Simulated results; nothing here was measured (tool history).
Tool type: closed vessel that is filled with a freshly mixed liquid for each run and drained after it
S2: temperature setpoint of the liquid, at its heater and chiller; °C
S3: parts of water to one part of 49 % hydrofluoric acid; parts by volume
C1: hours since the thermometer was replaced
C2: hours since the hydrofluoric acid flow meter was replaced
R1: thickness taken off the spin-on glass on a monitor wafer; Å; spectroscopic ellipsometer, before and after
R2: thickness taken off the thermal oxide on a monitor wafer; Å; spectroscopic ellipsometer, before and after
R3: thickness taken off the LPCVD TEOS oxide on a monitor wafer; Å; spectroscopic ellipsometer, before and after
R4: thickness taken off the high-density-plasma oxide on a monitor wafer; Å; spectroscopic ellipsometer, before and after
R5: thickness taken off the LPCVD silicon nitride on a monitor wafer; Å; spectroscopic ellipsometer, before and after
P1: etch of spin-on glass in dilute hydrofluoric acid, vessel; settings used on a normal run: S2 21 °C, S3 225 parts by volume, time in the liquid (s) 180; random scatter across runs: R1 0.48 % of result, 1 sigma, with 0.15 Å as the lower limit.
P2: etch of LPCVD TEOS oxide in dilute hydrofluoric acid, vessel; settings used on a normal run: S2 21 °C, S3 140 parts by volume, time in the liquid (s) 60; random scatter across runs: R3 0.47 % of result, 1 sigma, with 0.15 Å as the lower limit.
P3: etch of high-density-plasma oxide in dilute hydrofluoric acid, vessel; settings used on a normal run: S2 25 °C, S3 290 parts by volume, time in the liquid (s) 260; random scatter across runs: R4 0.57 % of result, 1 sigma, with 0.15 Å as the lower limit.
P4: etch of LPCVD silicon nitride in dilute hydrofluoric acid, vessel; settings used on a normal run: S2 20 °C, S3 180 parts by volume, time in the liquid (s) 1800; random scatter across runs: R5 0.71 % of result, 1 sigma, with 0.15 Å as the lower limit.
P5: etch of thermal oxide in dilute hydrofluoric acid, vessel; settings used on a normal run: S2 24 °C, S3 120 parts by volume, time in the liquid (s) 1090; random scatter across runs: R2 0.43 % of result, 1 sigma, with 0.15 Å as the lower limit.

Run 1, hour 12.7: process that ran P1, S2 21 °C, S3 225 parts by volume, time in the liquid (s) 180; C1 598; C2 548.6. Result: R1 139.98 Å.
Run 2, hour 25.8: process that ran P5, S2 24 °C, S3 25 parts by volume, time in the liquid (s) 1090; C1 611.1; C2 561.7. Result: R2 2089 Å.
Run 3, hour 42.5: process that ran P5, S2 24 °C, S3 120 parts by volume, time in the liquid (s) 1090; C1 627.8; C2 578.4. Result: R2 387.69 Å.
Run 4, hour 58: process that ran P1, S2 21 °C, S3 225 parts by volume, time in the liquid (s) 180; C1 643.3; C2 593.9. Result: R1 138.77 Å.
Run 5, hour 73.5: process that ran P2, S2 21 °C, S3 140 parts by volume, time in the liquid (s) 60; C1 658.8; C2 609.4. Result: R3 168.81 Å.
Run 6, hour 88.5: process that ran P1, S2 21 °C, S3 225 parts by volume, time in the liquid (s) 180; C1 673.8; C2 624.4. Result: R1 139.19 Å.
Run 7, hour 104: process that ran P1, S2 21 °C, S3 225 parts by volume, time in the liquid (s) 180; C1 689.3; C2 639.9. Result: R1 140.32 Å.
Run 8, hour 114.9: process that ran P5, S2 17 °C, S3 120 parts by volume, time in the liquid (s) 1090; C1 700.2; C2 650.8. Result: R2 292.5 Å.
Run 9, hour 127.2: process that ran P3, S2 19 °C, S3 290 parts by volume, time in the liquid (s) 260; C1 712.5; C2 663.1. Result: R4 50.651 Å.
Run 10, hour 140.4: process that ran P2, S2 21 °C, S3 140 parts by volume, time in the liquid (s) 30; C1 725.7; C2 676.3. Result: R3 85.116 Å.
Run 11, hour 149.5: process that ran P1, S2 17 °C, S3 225 parts by volume, time in the liquid (s) 180; C1 734.8; C2 685.4. Result: R1 119.99 Å.
Run 12, hour 160.3: process that ran P1, S2 21 °C, S3 45 parts by volume, time in the liquid (s) 180; C1 745.6; C2 696.2. Result: R1 845.94 Å.
Run 13, hour 175.3: process that ran P5, S2 24 °C, S3 120 parts by volume, time in the liquid (s) 200; C1 760.6; C2 711.2. Result: R2 70.596 Å.
Run 14, hour 189.1: process that ran P4, S2 20 °C, S3 180 parts by volume, time in the liquid (s) 1800; C1 774.4; C2 725. Result: R5 37.764 Å.
Run 15, hour 205.5: process that ran P4, S2 17 °C, S3 180 parts by volume, time in the liquid (s) 1800; C1 790.8; C2 741.4. Result: R5 31.504 Å.
Run 16, hour 217.7: process that ran P1, S2 21 °C, S3 355 parts by volume, time in the liquid (s) 180; C1 803; C2 753.6. Result: R1 78.549 Å.
Run 17, hour 226.4: process that ran P2, S2 21 °C, S3 140 parts by volume, time in the liquid (s) 60; C1 811.7; C2 762.3. Result: R3 170.15 Å.
Run 18, hour 240.9: process that ran P3, S2 25 °C, S3 290 parts by volume, time in the liquid (s) 30; C1 826.2; C2 776.8. Result: R4 7.3398 Å.
Run 19, hour 257.7: process that ran P1, S2 21 °C, S3 225 parts by volume, time in the liquid (s) 45; C1 843; C2 793.6. Result: R1 34.486 Å.
Run 20, hour 272.2: process that ran P4, S2 20 °C, S3 45 parts by volume, time in the liquid (s) 1800; C1 857.5; C2 808.1. Result: R5 147.2 Å.
Run 21, hour 286.7: process that ran P1, S2 17 °C, S3 225 parts by volume, time in the liquid (s) 80; C1 872; C2 822.6. Result: R1 52.777 Å.
Run 22, hour 299.9: process that ran P3, S2 25 °C, S3 290 parts by volume, time in the liquid (s) 260; C1 885.2; C2 835.8. Result: R4 61.527 Å.
Run 23, hour 311.7: process that ran P4, S2 20 °C, S3 180 parts by volume, time in the liquid (s) 1800; C1 897; C2 847.6. Result: R5 38.14 Å.
Run 24, hour 324.5: process that ran P1, S2 21 °C, S3 225 parts by volume, time in the liquid (s) 180; C1 909.8; C2 860.4. Result: R1 140.28 Å.
Run 25, hour 338.1: process that ran P1, S2 21 °C, S3 225 parts by volume, time in the liquid (s) 285; C1 923.4; C2 874. Result: R1 220.73 Å.
Run 26, hour 353.8: process that ran P3, S2 25 °C, S3 290 parts by volume, time in the liquid (s) 260; C1 939.1; C2 889.7. Result: R4 62.766 Å.
At hour 362.7: thermometer replaced.
Run 27, hour 367: process that ran P3, S2 25 °C, S3 415 parts by volume, time in the liquid (s) 260; C1 4.3; C2 902.9. Result: R4 38.597 Å.
Run 28, hour 383.3: process that ran P2, S2 17 °C, S3 140 parts by volume, time in the liquid (s) 60; C1 20.6; C2 919.2. Result: R3 144.69 Å.
Run 29, hour 395.1: process that ran P4, S2 20 °C, S3 180 parts by volume, time in the liquid (s) 3580; C1 32.4; C2 931. Result: R5 75.547 Å.
Run 30, hour 403.1: process that ran P1, S2 25 °C, S3 225 parts by volume, time in the liquid (s) 180; C1 40.4; C2 939. Result: R1 160.32 Å.
Run 31, hour 416.4: process that ran P2, S2 21 °C, S3 40 parts by volume, time in the liquid (s) 60; C1 53.7; C2 952.3. Result: R3 668.9 Å.
Run 32, hour 429.9: process that ran P1, S2 21 °C, S3 225 parts by volume, time in the liquid (s) 180; C1 67.2; C2 965.8. Result: R1 138.44 Å.
Run 33, hour 445.6: process that ran P1, S2 21 °C, S3 225 parts by volume, time in the liquid (s) 180; C1 82.9; C2 981.5. Result: R1 142.73 Å.
Run 34, hour 454.2: process that ran P1, S2 21 °C, S3 225 parts by volume, time in the liquid (s) 180; C1 91.5; C2 990.1. Result: R1 144.32 Å.
Run 35, hour 462.3: process that ran P1, S2 21 °C, S3 225 parts by volume, time in the liquid (s) 180; C1 99.6; C2 998.2. Result: R1 144.47 Å.
Run 36, hour 475.2: process that ran P1, S2 21 °C, S3 225 parts by volume, time in the liquid (s) 180; C1 112.5; C2 1011.1. Result: R1 146.35 Å.
Run 37, hour 490.8: process that ran P1, S2 21 °C, S3 225 parts by volume, time in the liquid (s) 180; C1 128.1; C2 1026.7. Result: R1 147.15 Å.
Run 38, hour 504.8: process that ran P1, S2 21 °C, S3 225 parts by volume, time in the liquid (s) 180; C1 142.1; C2 1040.7. Result: R1 146.08 Å.
Run 39, hour 513.1: process that ran P1, S2 21 °C, S3 225 parts by volume, time in the liquid (s) 180; C1 150.4; C2 1049. Result: R1 146.98 Å.
Run 40, hour 529.5: process that ran P1, S2 21 °C, S3 225 parts by volume, time in the liquid (s) 180; C1 166.8; C2 1065.4. Result: R1 146.37 Å.
Run 41, hour 544.6: process that ran P1, S2 21 °C, S3 225 parts by volume, time in the liquid (s) 180; C1 181.9; C2 1080.5. Result: R1 148.19 Å.

P1 has crept away from where it was. The log is fitted equally well by each of these 2 causes, at the sizes shown:
A: hydrofluoric acid flow above the setpoint (%) = 4.96
B: liquid hotter than its thermometer reads (K) = 1.58
Onset of the creep was near hour 429.9.

The check runs listed below each take one wafer, and their results are still question marks. Under which run would the listed causes lead to clearly different results?
Run check 1, hour 559.7: process that ran P4, S2 20 °C, S3 180 parts by volume, time in the liquid (s) 1800. Result: R5 ?.
Run check 2, hour 559.7: process that ran P5, S2 24 °C, S3 120 parts by volume, time in the liquid (s) 1090. Result: R2 ?.
Run check 3, hour 559.7: process that ran P2, S2 21 °C, S3 140 parts by volume, time in the liquid (s) 60. Result: R3 ?.
Run check 4, hour 559.7: process that ran P3, S2 25 °C, S3 290 parts by volume, time in the liquid (s) 260. Result: R4 ?.

Check results expected under each cause:
  check  result    if A    if B
check 1      R5  40.028  42.358
check 2      R2  408.32   410.8
check 3      R3  180.21  181.39
check 4      R4  66.349  65.805
Minimum pairwise separation of causes per check, each pair taken at its best-separating result: check 1 5.66 %; check 2 0.6 %; check 3 0.65 %; check 4 0.82 %
The other checks would show nearly matching results whichever cause is true, so check 1 is the only one that separates the causes.

Then check 1 was run and gave: R5 39.978 Å. Which cause is it?

A is the cause: hydrofluoric acid flow above the setpoint (%).
